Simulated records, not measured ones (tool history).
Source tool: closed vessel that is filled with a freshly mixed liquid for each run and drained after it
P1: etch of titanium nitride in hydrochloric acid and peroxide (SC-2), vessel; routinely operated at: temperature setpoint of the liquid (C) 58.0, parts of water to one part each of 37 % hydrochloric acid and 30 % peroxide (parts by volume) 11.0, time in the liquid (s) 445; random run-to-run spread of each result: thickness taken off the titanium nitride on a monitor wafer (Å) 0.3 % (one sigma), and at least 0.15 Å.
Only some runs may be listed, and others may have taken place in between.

run	hour	temperature setpoint of the liquid (C)	parts of water to one part each of 37 % hydrochloric acid and 30 % peroxide (parts by volume)	time in the liquid (s)	hours since the thermometer was replaced	hours since the chemicals flow meter was replaced	hours since the drum of peroxide was connected	thickness taken off the titanium nitride on a monitor wafer (Å)
1	14.6	58.0	11.0	445	512.9	385.1	414.7	195.710
2	24.7	58.0	4.0	445	523.0	395.2	424.8	421.770
3	40.8	58.0	19.5	445	539.1	411.3	440.9	118.950
# hour 45.7: new drum of peroxide connected
4	56.4	58.0	19.0	200	554.7	426.9	10.7	54.485
5	64.5	46.0	11.0	780	562.8	435.0	18.8	155.970
6	73.3	42.5	16.5	445	571.6	443.8	27.6	48.947
7	81.0	58.0	11.0	445	579.3	451.5	35.3	196.170
8	91.9	58.0	11.0	445	590.2	462.4	46.2	197.050
9	107.2	58.0	11.0	445	605.5	477.7	61.5	196.940
10	120.2	58.0	11.0	120	618.5	490.7	74.5	53.164
11	136.0	58.0	11.0	445	634.3	506.5	90.3	196.150
12	150.6	58.0	11.0	445	648.9	521.1	104.9	195.260
13	162.3	42.0	11.0	445	660.6	532.8	116.6	67.549
14	177.0	58.0	11.0	885	675.3	547.5	131.3	388.860
15	184.0	72.0	11.0	445	682.3	554.5	138.3	458.780
16	195.8	58.0	11.0	445	694.1	566.3	150.1	196.170
17	209.3	58.0	11.0	445	707.6	579.8	163.6	204.110
18	220.1	58.0	11.0	445	718.4	590.6	174.4	208.200
19	230.8	58.0	11.0	445	729.1	601.3	185.1	209.140
20	242.6	58.0	11.0	445	740.9	613.1	196.9	211.190
21	251.2	58.0	11.0	445	749.5	621.7	205.5	211.290
22	263.4	58.0	11.0	445	761.7	633.9	217.7	212.760
23	274.1	58.0	11.0	445	772.4	644.6	228.4	212.450
24	281.6	58.0	11.0	445	779.9	652.1	235.9	214.620

The output of P1 has drifted from where it used to be. Each of the 2 causes below, taken at the size shown beside it, accounts for the log equally well:
A: liquid hotter than its thermometer reads (K) = 1.37
B: chemicals flow above the setpoint (%) = 10.9
The creep began at about hour 195.8.
All other causes, with the reason each is excluded:
peroxide weaker than its label (%): 8 at the very most, moving thickness taken off the titanium nitride on a monitor wafer (Å) by -7.4 %, which is either too weak or the wrong sign

Of the 4 check runs listed below, each run on one wafer and each result written as a question mark, which would let you distinguish the listed causes because they would give clearly different results?
check 1	289.1	46.5	11.0	445				?
check 2	289.1	58.0	18.5	795				?
check 3	289.1	51.5	4.0	445				?
check 4	289.1	49.0	11.0	445				?

If the cause were each of the candidates in turn, the checks would give the following:
check	result	if A	if B
check 1	thickness taken off the titanium nitride on a monitor wafer (Å)	100.860	100.240
check 2	thickness taken off the titanium nitride on a monitor wafer (Å)	241.920	243.430
check 3	thickness taken off the titanium nitride on a monitor wafer (Å)	304.760	298.010
check 4	thickness taken off the titanium nitride on a monitor wafer (Å)	119.260	118.700
How far apart the two closest causes lie, in the result that separates them most: check 1 0.61 %; check 2 0.62 %; check 3 2.24 %; check 4 0.47 %
Check 3 is the one run that separates the causes; every other check would come out nearly the same whichever cause is at work.

Then check 3 was run and gave: thickness taken off the titanium nitride on a monitor wafer (Å) 304.280. Which cause is it?

Of the candidate causes, it is A: liquid hotter than its thermometer reads (K).
